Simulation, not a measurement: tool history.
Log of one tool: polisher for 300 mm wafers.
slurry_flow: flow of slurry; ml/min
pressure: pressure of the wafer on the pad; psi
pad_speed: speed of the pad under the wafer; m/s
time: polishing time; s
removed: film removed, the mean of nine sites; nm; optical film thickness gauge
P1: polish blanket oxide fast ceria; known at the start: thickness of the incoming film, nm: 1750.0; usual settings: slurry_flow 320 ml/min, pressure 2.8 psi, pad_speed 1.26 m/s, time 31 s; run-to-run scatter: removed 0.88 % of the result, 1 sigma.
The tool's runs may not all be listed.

run    day  slurry_flow  pressure  pad_speed  time  wafers polished on this pad  hours since the slurry nozzle was cleaned  hours since the head pressure was calibrated  removed
  1  0.229          320       2.8       1.26    31                          382                                        375                                           981   513.84
  2  0.479          320       1.3       1.26    31                          425                                        381                                           987   239.44
  3  0.654          320       2.8       1.26    14                          456                                      385.2                                         991.2   232.91
  4  0.804          320       2.8       1.84    31                          482                                      388.8                                         994.8   760.42
  5  1.008          320       2.8        0.6    31                          518                                      393.7                                         999.7    244.1
  6  1.179          320         4       1.26    31                          548                                      397.8                                        1003.8   738.93
  7  1.471          320       2.8       1.26    31                          599                                      404.8                                        1010.8   515.17
  8  1.679          320       2.8       1.26    31                          635                                      409.8                                        1015.8   523.89
     1.862  -- head pressure recalibrated
  9  1.871          320       2.8       1.26    31                          669                                      414.4                                           0.2   518.05
 10  2.154          470       2.8       1.26    31                          718                                      421.2                                             7   534.98
 11  2.325          190       2.8       1.26    31                          748                                      425.3                                          11.1   479.87
 12  2.562          320       2.8       1.26    31                          790                                        431                                          16.8   520.36
 13  2.696          445       2.8       1.26    41                          813                                      434.2                                            20   692.69
 14  2.871          320       2.8       1.26    49                          844                                      438.4                                          24.2   819.18
 15   3.05          320       2.8       1.26    31                          875                                      442.7                                          28.5   522.03
 16  3.212          320       2.8       1.26    31                          904                                      446.6                                          32.4   513.41
 17   3.35          320       2.8       1.26    31                          928                                      449.9                                          35.7   506.28
 18   3.55          320       2.8       1.26    31                          963                                      454.7                                          40.5   510.73
 19  3.683          320       2.8       1.26    31                          986                                      457.9                                          43.7   505.64
 20  3.854          320       2.8       1.26    31                         1016                                        462                                          47.8   499.57
     4.012  -- head pressure recalibrated
 21  4.096          320       2.8       1.26    31                         1058                                      467.8                                             2   498.92
 22  4.321          320       2.8       1.26    31                         1098                                      473.2                                           7.4    493.5
 23  4.596          320       2.8       1.26    31                         1146                                      479.8                                            14   495.03
 24  4.812          320       2.8       1.26    31                         1184                                        485                                          19.2   490.33
 25  5.012          320       2.8       1.26    31                         1219                                      489.8                                            24   490.41

What P1 gives has crept away from where it was. These 2 causes fit the log equally well, each at the size given:
A: slurry flow missing at the pad, % = 37.1
B: removal rate lost through wear of the pad, % = 4.78
The creep began at about day 3.212.
Why every other cause is out:
head's pressure below its setpoint, %: serviced at day 4.012, which brought nothing back

4 check runs are offered, each on 5 wafers whose results are averaged, their results left as question marks. Which one tells the causes apart?
check 1  5.212          320       3.9       1.26    15                                                                                                                              ?
check 2  5.212          320       1.4       1.82    31                                                                                                                              ?
check 3  5.212          190       2.8       1.26    41                                                                                                                              ?
check 4  5.212          320       2.8       0.72    48                                                                                                                              ?

What each check would give under each cause:
  check   result    if A    if B
check 1  removed  332.53  332.51
check 2  removed  356.34  356.32
check 3  removed  597.85  616.58
check 4  removed  436.55  436.52
How far apart the two closest causes lie, in the result that separates them most: check 1 0.01 %; check 2 0.01 %; check 3 3.08 %; check 4 0.01 %
Only check 3 tells the causes apart: in the others they would give nearly the same result.

Then check 3 was run and gave: removed 601.29 nm. Which cause is it?

It is A: slurry flow missing at the pad, %.
